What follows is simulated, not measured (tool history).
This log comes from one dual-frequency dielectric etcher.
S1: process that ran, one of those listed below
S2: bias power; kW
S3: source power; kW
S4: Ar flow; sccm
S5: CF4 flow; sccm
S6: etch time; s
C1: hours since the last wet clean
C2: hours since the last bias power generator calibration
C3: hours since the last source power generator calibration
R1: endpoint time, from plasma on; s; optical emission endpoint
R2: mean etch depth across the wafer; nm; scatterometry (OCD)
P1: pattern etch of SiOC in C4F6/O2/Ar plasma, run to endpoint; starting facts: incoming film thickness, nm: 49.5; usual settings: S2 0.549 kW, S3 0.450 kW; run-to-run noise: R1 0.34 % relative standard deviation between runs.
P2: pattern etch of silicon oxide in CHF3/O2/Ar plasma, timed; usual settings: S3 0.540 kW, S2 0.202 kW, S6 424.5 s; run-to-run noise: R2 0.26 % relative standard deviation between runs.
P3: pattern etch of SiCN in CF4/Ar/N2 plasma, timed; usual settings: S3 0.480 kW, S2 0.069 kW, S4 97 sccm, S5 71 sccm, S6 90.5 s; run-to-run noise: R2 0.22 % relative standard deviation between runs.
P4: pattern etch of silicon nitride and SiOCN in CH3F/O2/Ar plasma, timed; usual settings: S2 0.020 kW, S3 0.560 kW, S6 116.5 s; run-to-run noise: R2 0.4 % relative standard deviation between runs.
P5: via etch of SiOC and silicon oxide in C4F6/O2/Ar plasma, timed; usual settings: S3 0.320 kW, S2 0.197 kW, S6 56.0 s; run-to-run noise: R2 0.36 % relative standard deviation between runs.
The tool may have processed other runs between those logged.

run,day,S1,S2,S3,S4,S5,S6,C1,C2,C3,R1,R2
1,0.696,P1,0.549,0.450,,,,70.7,356.4,547.3,15.570,
2,1.429,P1,0.408,0.540,,,,88.3,374.0,564.9,16.278,
3,2.000,P3,0.069,0.480,97,97,90.5,102.0,387.7,578.6,,84.9820
4,2.775,P1,0.549,0.310,,,,120.6,406.3,597.2,17.992,
5,3.171,P2,0.202,0.540,,,525.5,130.1,415.8,606.7,,1055.9000
6,3.542,P3,0.069,0.480,97,71,56.5,139.0,424.7,615.6,,50.4050
7,4.217,P5,0.244,0.320,,,56.0,155.2,440.9,631.8,,63.8740
8,4.679,P2,0.202,0.310,,,424.5,166.3,452.0,642.9,,696.9800
9,5.029,P4,0.020,0.560,,,116.5,174.7,460.4,651.3,,17.3670
10,5.638,P5,0.197,0.320,,,56.0,189.3,475.0,665.9,,59.2640
11,6.138,P1,0.372,0.450,,,,201.3,487.0,677.9,18.054,
12,6.783,P5,0.197,0.320,,,56.0,216.8,502.5,693.4,,59.0830
13,7.500,P2,0.202,0.540,,,424.5,234.0,519.7,710.6,,852.7600
14,7.862,P1,0.549,0.450,,,,242.7,528.4,719.3,15.603,
15,8.571,P3,0.069,0.480,97,71,90.5,259.7,545.4,736.3,,80.9670
16,9.142,P5,0.197,0.240,,,56.0,273.4,559.1,750.0,,53.1930
17,9.917,P1,0.691,0.450,,,,292.0,577.7,768.6,14.207,
18,10.308,P3,0.069,0.480,68,71,90.5,301.4,587.1,778.0,,85.5670
19,10.671,P1,0.549,0.450,,,,310.1,595.8,786.7,15.681,
20,11.158,P1,0.549,0.450,,,,321.8,607.5,798.4,15.636,
21,11.842,P3,0.051,0.480,97,71,90.5,338.2,623.9,814.8,,73.0590
22,12.200,P4,0.014,0.560,,,116.5,346.8,632.5,823.4,,14.8660
23,12.933,P4,0.020,0.560,,,64.0,364.4,650.1,841.0,,9.4801
24,13.350,P1,0.549,0.560,,,,374.4,660.1,851.0,14.412,
# day 13.354: source power generator calibrated
25,13.996,P1,0.549,0.450,,,,389.9,675.6,15.4,15.635,
26,14.612,P4,0.020,0.350,,,116.5,404.7,690.4,30.2,,14.5720
27,15.017,P3,0.069,0.310,97,71,90.5,414.4,700.1,39.9,,55.1120
28,15.783,P5,0.197,0.320,,,76.0,432.8,718.5,58.3,,80.7510
29,16.404,P1,0.665,0.600,,,,447.7,733.4,73.2,13.062,
30,16.900,P1,0.549,0.450,,,,459.6,745.3,85.1,15.581,
31,17.404,P2,0.247,0.540,,,424.5,471.7,757.4,97.2,,918.6200
32,17.796,P3,0.069,0.480,97,71,90.5,481.1,766.8,106.6,,80.7880
33,18.367,P1,0.549,0.450,,,,494.8,780.5,120.3,15.598,
34,19.171,P1,0.549,0.450,,,,514.1,799.8,139.6,15.734,
35,19.958,P1,0.549,0.450,,,,533.0,818.7,158.5,15.760,
36,20.442,P1,0.549,0.450,,,,544.6,830.3,170.1,15.914,
37,21.242,P1,0.549,0.450,,,,563.8,849.5,189.3,15.823,
# day 21.358: wet clean of the chamber
38,21.975,P1,0.549,0.450,,,,14.8,867.1,206.9,15.834,
39,22.458,P1,0.549,0.450,,,,26.4,878.7,218.5,15.809,

Forecast run 40:
40,23.121,P1,0.549,0.450,,,,42.3,894.6,234.4,?,

{"run 40": {"R1": 15.867}}

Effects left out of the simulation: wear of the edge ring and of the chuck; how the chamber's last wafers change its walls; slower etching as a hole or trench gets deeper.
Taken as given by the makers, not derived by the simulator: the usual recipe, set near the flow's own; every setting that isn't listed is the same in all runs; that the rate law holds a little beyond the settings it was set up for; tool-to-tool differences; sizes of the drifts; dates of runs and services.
